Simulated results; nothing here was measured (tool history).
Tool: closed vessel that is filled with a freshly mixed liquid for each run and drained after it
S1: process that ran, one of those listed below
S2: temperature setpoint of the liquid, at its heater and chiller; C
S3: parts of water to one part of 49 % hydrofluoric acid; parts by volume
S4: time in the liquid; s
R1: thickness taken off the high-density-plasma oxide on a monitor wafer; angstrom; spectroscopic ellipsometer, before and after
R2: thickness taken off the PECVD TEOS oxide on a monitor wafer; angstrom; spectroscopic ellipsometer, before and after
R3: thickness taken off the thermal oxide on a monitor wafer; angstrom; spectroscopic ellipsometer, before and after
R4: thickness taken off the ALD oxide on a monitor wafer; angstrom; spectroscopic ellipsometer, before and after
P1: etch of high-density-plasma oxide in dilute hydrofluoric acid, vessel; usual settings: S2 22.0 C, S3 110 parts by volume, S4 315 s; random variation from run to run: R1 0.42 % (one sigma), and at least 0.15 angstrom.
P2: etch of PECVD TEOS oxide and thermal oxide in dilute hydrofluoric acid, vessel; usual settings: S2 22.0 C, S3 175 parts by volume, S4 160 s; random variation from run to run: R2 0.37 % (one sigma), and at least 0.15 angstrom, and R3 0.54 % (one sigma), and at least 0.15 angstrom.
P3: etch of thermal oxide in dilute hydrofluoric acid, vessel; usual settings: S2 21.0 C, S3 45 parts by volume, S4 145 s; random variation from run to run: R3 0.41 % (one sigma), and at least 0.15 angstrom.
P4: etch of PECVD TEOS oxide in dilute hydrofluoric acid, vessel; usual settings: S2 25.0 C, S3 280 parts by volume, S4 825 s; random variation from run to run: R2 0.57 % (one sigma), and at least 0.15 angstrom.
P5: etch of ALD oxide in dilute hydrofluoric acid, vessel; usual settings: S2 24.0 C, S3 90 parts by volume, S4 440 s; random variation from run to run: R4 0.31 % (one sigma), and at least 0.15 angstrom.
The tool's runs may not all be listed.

| run | hour | S1 | S2 | S3 | S4 | R1 | R2 | R3 | R4 |
|---|---|---|---|---|---|---|---|---|---|
| 1 | 5.4 | P1 | 22.0 | 110 | 315 | 200.100 |  |  |  |
| 2 | 8.0 | P1 | 27.0 | 110 | 30 | 22.976 |  |  |  |
| 3 | 13.7 | P4 | 30.0 | 280 | 825 |  | 417.51 |  |  |
| 4 | 19.5 | P3 | 21.0 | 45 | 45 |  |  | 44.786 |  |
| 5 | 24.6 | P1 | 22.0 | 110 | 315 | 199.600 |  |  |  |
| 6 | 28.0 | P1 | 17.0 | 110 | 315 | 161.870 |  |  |  |
| 7 | 33.9 | P2 | 22.0 | 175 | 160 |  | 112.81 | 36.912 |  |
| 8 | 36.8 | P5 | 24.0 | 90 | 30 |  |  |  | 33.549 |
| 9 | 41.9 | P3 | 21.0 | 30 | 145 |  |  | 222.140 |  |
|  | 45.3 | hydrofluoric acid flow meter replaced |
| 10 | 46.6 | P1 | 17.5 | 190 | 315 | 88.449 |  |  |  |
| 11 | 51.6 | P2 | 22.0 | 175 | 230 |  | 160.63 | 52.892 |  |
| 12 | 57.3 | P5 | 30.0 | 90 | 440 |  |  |  | 620.250 |
| 13 | 61.2 | P1 | 22.0 | 35 | 315 | 689.160 |  |  |  |
| 14 | 66.8 | P4 | 25.0 | 280 | 825 |  | 357.46 |  |  |
| 15 | 72.5 | P2 | 22.0 | 175 | 160 |  | 112.11 | 36.623 |  |
| 16 | 77.6 | P1 | 28.0 | 110 | 315 | 250.700 |  |  |  |
| 17 | 80.3 | P1 | 22.0 | 110 | 175 | 111.690 |  |  |  |
| 18 | 83.1 | P5 | 24.0 | 90 | 440 |  |  |  | 488.380 |
| 19 | 86.3 | P5 | 24.0 | 150 | 440 |  |  |  | 273.040 |
| 20 | 90.9 | P2 | 29.5 | 175 | 160 |  | 149.13 | 48.424 |  |
| 21 | 93.9 | P1 | 27.5 | 25 | 315 | 1228.100 |  |  |  |
| 22 | 99.3 | P4 | 25.0 | 390 | 825 |  | 231.21 |  |  |
| 23 | 102.3 | P2 | 22.0 | 95 | 160 |  | 226.70 | 73.704 |  |
| 24 | 105.1 | P1 | 22.0 | 110 | 315 | 198.310 |  |  |  |
| 25 | 110.4 | P5 | 24.0 | 90 | 440 |  |  |  | 488.450 |
| 26 | 113.1 | P1 | 22.0 | 110 | 315 | 198.540 |  |  |  |
| 27 | 116.7 | P1 | 22.0 | 185 | 315 | 108.590 |  |  |  |
| 28 | 122.2 | P1 | 22.0 | 110 | 315 | 199.780 |  |  |  |
| 29 | 127.4 | P1 | 22.0 | 110 | 315 | 199.920 |  |  |  |
| 30 | 130.9 | P3 | 26.0 | 45 | 145 |  |  | 178.700 |  |
| 31 | 134.5 | P3 | 21.0 | 45 | 145 |  |  | 144.030 |  |
| 32 | 137.7 | P4 | 25.0 | 280 | 445 |  | 192.60 |  |  |
| 33 | 141.3 | P1 | 22.0 | 110 | 455 | 288.210 |  |  |  |
| 34 | 144.0 | P3 | 21.0 | 45 | 145 |  |  | 145.110 |  |
| 35 | 147.9 | P1 | 22.0 | 110 | 315 | 200.950 |  |  |  |
| 36 | 152.3 | P1 | 22.0 | 110 | 315 | 193.560 |  |  |  |
| 37 | 157.3 | P1 | 22.0 | 110 | 315 | 187.880 |  |  |  |
| 38 | 159.9 | P1 | 22.0 | 110 | 315 | 185.950 |  |  |  |
| 39 | 163.6 | P1 | 22.0 | 110 | 315 | 183.290 |  |  |  |
| 40 | 168.0 | P1 | 22.0 | 110 | 315 | 182.840 |  |  |  |
| 41 | 172.3 | P1 | 22.0 | 110 | 315 | 182.680 |  |  |  |
| 42 | 178.0 | P1 | 22.0 | 110 | 315 | 184.450 |  |  |  |
| 43 | 182.4 | P1 | 22.0 | 110 | 315 | 181.730 |  |  |  |
| 44 | 186.1 | P1 | 22.0 | 110 | 315 | 182.550 |  |  |  |

What P1 gives has crept away from where it was. These 2 causes fit the log equally well, each at the size given:
A: hydrofluoric acid flow below the setpoint (%) = 7.95
B: liquid colder than its thermometer reads (K) = 2.32
The creep began at about hour 147.9.

4 check runs are offered, each on 2 wafers whose results are averaged, their results left as question marks. Which one tells the causes apart?
| check 1 | 189.8 | P5 | 24.0 | 145 | 35 |  |  |  | ? |
| check 2 | 189.8 | P2 | 22.0 | 105 | 160 |  | ? | ? |  |
| check 3 | 189.8 | P4 | 25.0 | 380 | 825 |  | ? |  |  |
| check 4 | 189.8 | P3 | 26.0 | 45 | 145 |  |  | ? |  |

What each check would give under each cause:
| check | result | if A | if B |
|---|---|---|---|
| check 1 | R4 | 20.511 | 20.657 |
| check 2 | R2 | 184.31 | 184.14 |
| check 2 | R3 | 60.556 | 60.499 |
| check 3 | R2 | 213.93 | 221.70 |
| check 4 | R3 | 163.300 | 162.180 |
How far apart the two closest causes lie, in the result that separates them most: check 1 0.71 %; check 2 0.09 %; check 3 3.57 %; check 4 0.69 %
Check 3 tells the causes apart: in the others they would give nearly the same result.

Then check 3 was run and gave: R2 221.38 angstrom. Which cause is it?

It is B: liquid colder than its thermometer reads (K).

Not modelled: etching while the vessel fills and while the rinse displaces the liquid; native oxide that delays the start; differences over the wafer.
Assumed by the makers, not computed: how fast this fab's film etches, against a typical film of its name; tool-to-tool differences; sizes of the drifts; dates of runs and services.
